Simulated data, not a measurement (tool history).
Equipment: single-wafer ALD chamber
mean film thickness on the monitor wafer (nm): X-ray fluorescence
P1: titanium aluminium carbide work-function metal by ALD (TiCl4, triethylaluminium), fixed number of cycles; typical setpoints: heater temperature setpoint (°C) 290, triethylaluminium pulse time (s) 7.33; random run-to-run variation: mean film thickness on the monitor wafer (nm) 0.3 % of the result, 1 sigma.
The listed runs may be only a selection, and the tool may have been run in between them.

run,day,heater temperature setpoint (°C),triethylaluminium pulse time (s),mean film thickness on the monitor wafer (nm)
1,0.288,290,7.33,1.7788
2,0.717,290,7.33,1.7750
3,1.129,290,10.15,1.8937
4,1.596,290,7.33,1.7722
5,2.133,290,7.33,1.7770
6,2.438,313,7.33,1.9672
7,2.783,290,7.33,1.7818
8,3.325,265,7.33,1.5859
9,3.779,290,3.43,1.3362
10,4.229,273,10.87,1.7501
11,4.542,290,7.33,1.7805
12,4.938,290,7.33,1.7532
13,5.225,290,7.33,1.7558
14,5.633,290,7.33,1.7440
15,5.967,290,7.33,1.7430
16,6.267,290,7.33,1.7435
17,6.671,290,7.33,1.7399

Something has made what P1 gives creep away from where it was; the 2 causes below, each at its own stated size, fit the log equally well:
A: triethylaluminium dose below that of a fresh bottle (%) = 9.57
B: wafer temperature below the value expected at the setpoint (K) = 5.29
The gradual shift began around day 4.542.

Consider the 4 single-wafer check runs listed below, results given as question marks: which one distinguishes between the causes by giving clearly different results for each?
check 1,7.075,311,7.33,?
check 2,7.075,266,7.33,?
check 3,7.075,302,4.04,?
check 4,7.075,281,7.33,?

What each check would give under each cause:
check,result,if A,if B
check 1,mean film thickness on the monitor wafer (nm),1.9054,1.9087
check 2,mean film thickness on the monitor wafer (nm),1.5539,1.5505
check 3,mean film thickness on the monitor wafer (nm),1.4624,1.4997
check 4,mean film thickness on the monitor wafer (nm),1.6694,1.6680
Per-check spread between the two closest causes, in the result where they differ most: check 1 0.17 %; check 2 0.22 %; check 3 2.52 %; check 4 0.08 %
Check 3 is the one run that separates the causes; every other check would come out nearly the same whichever cause is at work.

Check 3 was carried out, with these results: mean film thickness on the monitor wafer (nm) 1.4625. Which of the listed causes is responsible?

A is the cause: triethylaluminium dose below that of a fresh bottle (%).

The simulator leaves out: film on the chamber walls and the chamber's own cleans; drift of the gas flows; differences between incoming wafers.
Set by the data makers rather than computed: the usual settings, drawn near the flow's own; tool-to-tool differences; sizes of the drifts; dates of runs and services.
